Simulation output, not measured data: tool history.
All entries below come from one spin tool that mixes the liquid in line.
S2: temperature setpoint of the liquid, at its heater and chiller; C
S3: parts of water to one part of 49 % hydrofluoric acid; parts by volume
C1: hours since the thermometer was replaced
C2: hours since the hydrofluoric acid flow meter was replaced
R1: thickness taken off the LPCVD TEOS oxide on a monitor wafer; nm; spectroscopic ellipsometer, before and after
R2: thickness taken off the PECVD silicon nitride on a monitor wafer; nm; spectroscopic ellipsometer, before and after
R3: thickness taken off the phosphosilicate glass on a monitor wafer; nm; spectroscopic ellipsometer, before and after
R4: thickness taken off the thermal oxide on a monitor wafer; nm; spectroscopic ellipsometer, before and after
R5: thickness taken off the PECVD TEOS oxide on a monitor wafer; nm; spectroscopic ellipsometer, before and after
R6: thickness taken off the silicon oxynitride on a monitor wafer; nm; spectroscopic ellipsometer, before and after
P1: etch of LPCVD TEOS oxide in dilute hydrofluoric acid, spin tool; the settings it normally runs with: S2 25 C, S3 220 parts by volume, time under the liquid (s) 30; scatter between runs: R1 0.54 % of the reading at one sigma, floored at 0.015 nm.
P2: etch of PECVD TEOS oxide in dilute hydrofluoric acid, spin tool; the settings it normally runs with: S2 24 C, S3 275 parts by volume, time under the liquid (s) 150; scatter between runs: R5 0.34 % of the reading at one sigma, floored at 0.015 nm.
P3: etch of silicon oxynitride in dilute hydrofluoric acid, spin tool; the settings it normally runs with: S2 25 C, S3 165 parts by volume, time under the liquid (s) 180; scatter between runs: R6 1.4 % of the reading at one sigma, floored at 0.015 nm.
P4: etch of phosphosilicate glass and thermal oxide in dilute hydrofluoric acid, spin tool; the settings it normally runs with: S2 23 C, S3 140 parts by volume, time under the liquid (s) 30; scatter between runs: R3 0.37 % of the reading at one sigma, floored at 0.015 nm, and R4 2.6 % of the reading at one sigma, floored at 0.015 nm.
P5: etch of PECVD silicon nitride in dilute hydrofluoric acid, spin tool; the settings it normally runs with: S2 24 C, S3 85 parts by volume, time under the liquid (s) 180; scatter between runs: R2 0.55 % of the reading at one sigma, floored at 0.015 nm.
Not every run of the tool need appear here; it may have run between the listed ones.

{"run": 1, "hour": 16.8, "process that ran": "P1", "S2": 25, "S3": 220, "time under the liquid (s)": 30, "C1": 570.6, "C2": 717.8, "R1": 3.9795}
{"run": 2, "hour": 33.8, "process that ran": "P5", "S2": 24, "S3": 40, "time under the liquid (s)": 180, "C1": 587.6, "C2": 734.8, "R2": 24.937}
{"run": 3, "hour": 44.3, "process that ran": "P1", "S2": 25, "S3": 220, "time under the liquid (s)": 30, "C1": 598.1, "C2": 745.3, "R1": 3.9775}
{"run": 4, "hour": 56.5, "process that ran": "P5", "S2": 24, "S3": 85, "time under the liquid (s)": 355, "C1": 610.3, "C2": 757.5, "R2": 23.227}
{"run": 5, "hour": 72.7, "process that ran": "P1", "S2": 25, "S3": 35, "time under the liquid (s)": 30, "C1": 626.5, "C2": 773.7, "R1": 31.287}
{"run": 6, "hour": 85.4, "process that ran": "P4", "S2": 23, "S3": 140, "time under the liquid (s)": 60, "C1": 639.2, "C2": 786.4, "R3": 63.838, "R4": 1.8052}
{"run": 7, "hour": 94.7, "process that ran": "P1", "S2": 25, "S3": 220, "time under the liquid (s)": 30, "C1": 648.5, "C2": 795.7, "R1": 4.0004}
{"run": 8, "hour": 108.2, "process that ran": "P2", "S2": 24, "S3": 275, "time under the liquid (s)": 150, "C1": 662, "C2": 809.2, "R5": 6.1705}
{"run": 9, "hour": 120.3, "process that ran": "P3", "S2": 25, "S3": 280, "time under the liquid (s)": 180, "C1": 674.1, "C2": 821.3, "R6": 0.85908}
{"run": 10, "hour": 127.9, "process that ran": "P4", "S2": 17, "S3": 140, "time under the liquid (s)": 30, "C1": 681.7, "C2": 828.9, "R3": 25.185, "R4": 0.72141}
{"run": 11, "hour": 140.0, "process that ran": "P1", "S2": 25, "S3": 220, "time under the liquid (s)": 55, "C1": 693.8, "C2": 841, "R1": 7.2845}
{"run": 12, "hour": 149.6, "process that ran": "P1", "S2": 33.5, "S3": 220, "time under the liquid (s)": 30, "C1": 703.4, "C2": 850.6, "R1": 5.3609}
{"run": 13, "hour": 159.9, "process that ran": "P5", "S2": 31.5, "S3": 85, "time under the liquid (s)": 180, "C1": 713.7, "C2": 860.9, "R2": 19.349}
{"run": 14, "hour": 169.1, "process that ran": "P4", "S2": 23, "S3": 255, "time under the liquid (s)": 30, "C1": 722.9, "C2": 870.1, "R3": 15.5, "R4": 0.45357}
{"run": 15, "hour": 181.3, "process that ran": "P4", "S2": 23, "S3": 140, "time under the liquid (s)": 30, "C1": 735.1, "C2": 882.3, "R3": 32.032, "R4": 0.95561}
{"run": 16, "hour": 190.1, "process that ran": "P2", "S2": 30, "S3": 275, "time under the liquid (s)": 150, "C1": 743.9, "C2": 891.1, "R5": 7.4533}
{"run": 17, "hour": 203.8, "process that ran": "P1", "S2": 25, "S3": 220, "time under the liquid (s)": 15, "C1": 757.6, "C2": 904.8, "R1": 1.9895}
{"run": 18, "hour": 214.9, "process that ran": "P3", "S2": 25, "S3": 165, "time under the liquid (s)": 50, "C1": 768.7, "C2": 915.9, "R6": 0.42396}
{"run": 19, "hour": 230.0, "process that ran": "P3", "S2": 32, "S3": 165, "time under the liquid (s)": 180, "C1": 783.8, "C2": 931, "R6": 2.2054}
{"run": 20, "hour": 243.3, "process that ran": "P2", "S2": 24, "S3": 275, "time under the liquid (s)": 250, "C1": 797.1, "C2": 944.3, "R5": 10.216}
{"run": 21, "hour": 258.6, "process that ran": "P1", "S2": 17, "S3": 125, "time under the liquid (s)": 30, "C1": 812.4, "C2": 959.6, "R1": 5.7257}
{"run": 22, "hour": 270.2, "process that ran": "P1", "S2": 25, "S3": 220, "time under the liquid (s)": 30, "C1": 824, "C2": 971.2, "R1": 4.0442}
{"run": 23, "hour": 280.6, "process that ran": "P4", "S2": 23, "S3": 140, "time under the liquid (s)": 30, "C1": 834.4, "C2": 981.6, "R3": 31.941, "R4": 0.90119}
{"run": 24, "hour": 295.4, "process that ran": "P2", "S2": 24, "S3": 495, "time under the liquid (s)": 150, "C1": 849.2, "C2": 996.4, "R5": 2.7596}
{"run": 25, "hour": 306.2, "process that ran": "P3", "S2": 25, "S3": 165, "time under the liquid (s)": 180, "C1": 860, "C2": 1007.2, "R6": 1.5476}
{"run": 26, "hour": 314.1, "process that ran": "P1", "S2": 25, "S3": 220, "time under the liquid (s)": 30, "C1": 867.9, "C2": 1015.1, "R1": 4.0021}
{"run": 27, "hour": 325.6, "process that ran": "P5", "S2": 24, "S3": 85, "time under the liquid (s)": 180, "C1": 879.4, "C2": 1026.6, "R2": 11.948}
{"run": 28, "hour": 339.6, "process that ran": "P1", "S2": 17, "S3": 220, "time under the liquid (s)": 30, "C1": 893.4, "C2": 1040.6, "R1": 2.9368}
{"run": 29, "hour": 353.3, "process that ran": "P1", "S2": 25, "S3": 320, "time under the liquid (s)": 30, "C1": 907.1, "C2": 1054.3, "R1": 2.4979}
{"run": 30, "hour": 365.9, "process that ran": "P1", "S2": 19, "S3": 110, "time under the liquid (s)": 30, "C1": 919.7, "C2": 1066.9, "R1": 7.1294}
{"run": 31, "hour": 380.9, "process that ran": "P2", "S2": 24, "S3": 275, "time under the liquid (s)": 150, "C1": 934.7, "C2": 1081.9, "R5": 6.1938}
{"run": 32, "hour": 393.0, "process that ran": "P1", "S2": 25, "S3": 220, "time under the liquid (s)": 30, "C1": 946.8, "C2": 1094, "R1": 4.0034}
{"run": 33, "hour": 402.1, "process that ran": "P1", "S2": 25, "S3": 220, "time under the liquid (s)": 30, "C1": 955.9, "C2": 1103.1, "R1": 3.9345}
{"run": 34, "hour": 410.0, "process that ran": "P1", "S2": 25, "S3": 220, "time under the liquid (s)": 30, "C1": 963.8, "C2": 1111, "R1": 3.9036}
{"run": 35, "hour": 423.1, "process that ran": "P1", "S2": 25, "S3": 220, "time under the liquid (s)": 30, "C1": 976.9, "C2": 1124.1, "R1": 3.8509}
{"run": 36, "hour": 430.6, "process that ran": "P1", "S2": 25, "S3": 220, "time under the liquid (s)": 30, "C1": 984.4, "C2": 1131.6, "R1": 3.8805}
{"run": 37, "hour": 445.8, "process that ran": "P1", "S2": 25, "S3": 220, "time under the liquid (s)": 30, "C1": 999.6, "C2": 1146.8, "R1": 3.7973}
{"run": 38, "hour": 458.4, "process that ran": "P1", "S2": 25, "S3": 220, "time under the liquid (s)": 30, "C1": 1012.2, "C2": 1159.4, "R1": 3.8081}

Forecast run 39:
{"run": 39, "hour": 473.8, "process that ran": "P1", "S2": 25, "S3": 220, "time under the liquid (s)": 30, "C1": 1027.6, "C2": 1174.8, "R1": "?"}

Run 39 came out at R1 3.7714 nm.
